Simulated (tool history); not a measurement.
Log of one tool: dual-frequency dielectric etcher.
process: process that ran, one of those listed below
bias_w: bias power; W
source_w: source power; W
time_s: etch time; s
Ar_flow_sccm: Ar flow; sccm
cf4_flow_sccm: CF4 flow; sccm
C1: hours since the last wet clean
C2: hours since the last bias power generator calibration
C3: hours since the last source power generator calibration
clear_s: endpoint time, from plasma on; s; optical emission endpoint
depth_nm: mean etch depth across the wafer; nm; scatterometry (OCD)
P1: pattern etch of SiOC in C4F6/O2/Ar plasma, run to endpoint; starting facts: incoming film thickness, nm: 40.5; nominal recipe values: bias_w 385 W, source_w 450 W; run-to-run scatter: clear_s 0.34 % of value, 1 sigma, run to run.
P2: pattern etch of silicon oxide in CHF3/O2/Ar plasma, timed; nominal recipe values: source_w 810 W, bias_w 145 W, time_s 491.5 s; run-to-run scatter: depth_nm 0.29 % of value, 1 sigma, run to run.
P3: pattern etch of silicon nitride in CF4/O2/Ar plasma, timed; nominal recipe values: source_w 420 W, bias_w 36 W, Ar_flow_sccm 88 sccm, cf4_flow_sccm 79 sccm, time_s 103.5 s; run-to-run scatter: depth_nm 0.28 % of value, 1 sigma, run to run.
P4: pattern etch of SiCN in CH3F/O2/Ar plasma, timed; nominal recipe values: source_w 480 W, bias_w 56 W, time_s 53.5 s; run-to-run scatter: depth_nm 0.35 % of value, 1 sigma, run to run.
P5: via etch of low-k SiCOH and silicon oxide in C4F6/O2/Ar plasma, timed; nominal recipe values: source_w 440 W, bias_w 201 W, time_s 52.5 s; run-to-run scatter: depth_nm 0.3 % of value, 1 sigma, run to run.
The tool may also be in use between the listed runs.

run 1 hour=11 | process=P1 bias_w=385 source_w=450 | C1=131.4 C2=370.1 C3=402.8 | clear_s=14.356
run 2 hour=26.9 | process=P5 bias_w=201 source_w=440 time_s=52.5 | C1=147.3 C2=386 C3=418.7 | depth_nm=158.82
run 3 hour=41.4 | process=P4 bias_w=78 source_w=480 time_s=53.5 | C1=161.8 C2=400.5 C3=433.2 | depth_nm=22.412
run 4 hour=53.1 | process=P1 bias_w=385 source_w=450 | C1=173.5 C2=412.2 C3=444.9 | clear_s=14.406
run 5 hour=66.6 | process=P3 bias_w=36 source_w=420 time_s=103.5 Ar_flow_sccm=59 cf4_flow_sccm=79 | C1=187 C2=425.7 C3=458.4 | depth_nm=154.84
run 6 hour=79.6 | process=P1 bias_w=385 source_w=450 | C1=200 C2=438.7 C3=471.4 | clear_s=14.245
run 7 hour=93.5 | process=P1 bias_w=385 source_w=550 | C1=213.9 C2=452.6 C3=485.3 | clear_s=13.258
run 8 hour=105.2 | process=P4 bias_w=56 source_w=340 time_s=53.5 | C1=225.6 C2=464.3 C3=497 | depth_nm=17.616
run 9 hour=122.7 | process=P2 bias_w=145 source_w=620 time_s=491.5 | C1=243.1 C2=481.8 C3=514.5 | depth_nm=918.03
run 10 hour=131 | process=P5 bias_w=201 source_w=440 time_s=38.5 | C1=251.4 C2=490.1 C3=522.8 | depth_nm=116.76
run 11 hour=146.5 | process=P3 bias_w=36 source_w=520 time_s=103.5 Ar_flow_sccm=88 cf4_flow_sccm=79 | C1=266.9 C2=505.6 C3=538.3 | depth_nm=177.12
run 12 hour=162.6 | process=P1 bias_w=271 source_w=450 | C1=283 C2=521.7 C3=554.4 | clear_s=16.186
run 13 hour=181.5 | process=P2 bias_w=100 source_w=810 time_s=491.5 | C1=301.9 C2=540.6 C3=573.3 | depth_nm=911.36
run 14 hour=190.2 | process=P2 bias_w=145 source_w=810 time_s=699 | C1=310.6 C2=549.3 C3=582 | depth_nm=1443.7
run 15 hour=203.6 | process=P1 bias_w=385 source_w=450 | C1=324 C2=562.7 C3=595.4 | clear_s=14.339
run 16 hour=222.5 | process=P1 bias_w=385 source_w=270 | C1=342.9 C2=581.6 C3=614.3 | clear_s=17.274
run 17 hour=231.3 | process=P5 bias_w=126 source_w=440 time_s=52.5 | C1=351.7 C2=590.4 C3=623.1 | depth_nm=137.71
run 18 hour=245.1 | process=P3 bias_w=36 source_w=420 time_s=103.5 Ar_flow_sccm=88 cf4_flow_sccm=79 | C1=365.5 C2=604.2 C3=636.9 | depth_nm=147.41
run 19 hour=255.6 | process=P1 bias_w=501 source_w=450 | C1=376 C2=614.7 C3=647.4 | clear_s=13
run 20 hour=264.1 | process=P1 bias_w=385 source_w=450 | C1=384.5 C2=623.2 C3=655.9 | clear_s=14.342
-- hour=265 bias power generator calibrated
run 21 hour=274.1 | process=P3 bias_w=47 source_w=420 time_s=103.5 Ar_flow_sccm=88 cf4_flow_sccm=79 | C1=394.5 C2=9.1 C3=665.9 | depth_nm=162.39
run 22 hour=283.9 | process=P2 bias_w=145 source_w=810 time_s=491.5 | C1=404.3 C2=18.9 C3=675.7 | depth_nm=1016.4
run 23 hour=301.2 | process=P3 bias_w=36 source_w=420 time_s=103.5 Ar_flow_sccm=88 cf4_flow_sccm=49 | C1=421.6 C2=36.2 C3=693 | depth_nm=137.55
run 24 hour=320.3 | process=P3 bias_w=36 source_w=420 time_s=103.5 Ar_flow_sccm=88 cf4_flow_sccm=79 | C1=440.7 C2=55.3 C3=712.1 | depth_nm=147.41
run 25 hour=338.4 | process=P5 bias_w=201 source_w=330 time_s=52.5 | C1=458.8 C2=73.4 C3=730.2 | depth_nm=142.26
run 26 hour=348 | process=P1 bias_w=385 source_w=450 | C1=468.4 C2=83 C3=739.8 | clear_s=14.358
run 27 hour=359.2 | process=P1 bias_w=244 source_w=310 | C1=479.6 C2=94.2 C3=751 | clear_s=19.272
run 28 hour=370.5 | process=P4 bias_w=56 source_w=480 time_s=53.5 | C1=490.9 C2=105.5 C3=762.3 | depth_nm=20.172
run 29 hour=380 | process=P3 bias_w=36 source_w=420 time_s=150.5 Ar_flow_sccm=88 cf4_flow_sccm=79 | C1=500.4 C2=115 C3=771.8 | depth_nm=214.62
run 30 hour=392 | process=P4 bias_w=56 source_w=480 time_s=34 | C1=512.4 C2=127 C3=783.8 | depth_nm=12.748
run 31 hour=407.4 | process=P1 bias_w=385 source_w=450 | C1=527.8 C2=142.4 C3=799.2 | clear_s=14.312
run 32 hour=421.8 | process=P1 bias_w=385 source_w=450 | C1=542.2 C2=156.8 C3=813.6 | clear_s=14.463
run 33 hour=435.5 | process=P1 bias_w=385 source_w=450 | C1=555.9 C2=170.5 C3=827.3 | clear_s=14.459
-- hour=449.2 wet clean of the chamber
run 34 hour=450.9 | process=P1 bias_w=385 source_w=450 | C1=1.7 C2=185.9 C3=842.7 | clear_s=14.435
run 35 hour=462.1 | process=P1 bias_w=385 source_w=450 | C1=12.9 C2=197.1 C3=853.9 | clear_s=14.565
run 36 hour=476.9 | process=P1 bias_w=385 source_w=450 | C1=27.7 C2=211.9 C3=868.7 | clear_s=14.566
run 37 hour=487.2 | process=P1 bias_w=385 source_w=450 | C1=38 C2=222.2 C3=879 | clear_s=14.504

Something has made what P1 gives creep away from where it was; the 2 causes below, each at its own stated size, fit the log equally well:
A: source power that arrives under what is set, % = 4.58
B: bias power that arrives under what is set, % = 4.82
At approximately hour 407.4, the process output began to creep.
Why every other cause is out:
chamber walls in a state that lowers the etch rate, %: serviced at hour 449.2, after the change had begun; the process did not return to its earlier output

Listed below are the offered check runs, one wafer per run, with question marks in place of results. For which of them would the causes give clearly different outcomes?
run check 1 hour=497.5 | process=P5 bias_w=201 source_w=440 time_s=52.5 | depth_nm=?
run check 2 hour=497.5 | process=P3 bias_w=36 source_w=420 time_s=103.5 Ar_flow_sccm=88 cf4_flow_sccm=79 | depth_nm=?
run check 3 hour=497.5 | process=P4 bias_w=56 source_w=480 time_s=53.5 | depth_nm=?
run check 4 hour=497.5 | process=P2 bias_w=145 source_w=810 time_s=491.5 | depth_nm=?

If the cause were each of the candidates in turn, the checks would give the following:
check=check_1 result=depth_nm if_A=156.09 if_B=156.46
check=check_2 result=depth_nm if_A=141.37 if_B=144.73
check=check_3 result=depth_nm if_A=19.715 if_B=19.753
check=check_4 result=depth_nm if_A=997.85 if_B=1000.7
Per-check spread between the two closest causes, in the result where they differ most: check 1 0.24 %; check 2 2.35 %; check 3 0.19 %; check 4 0.29 %
The causes can be told apart only by check 2. The other checks would give nearly the same results under each of them.

Check 2 was carried out, with these results: depth_nm 145.12 nm. Which of the listed causes is responsible?

The cause is B: bias power that arrives under what is set, %.
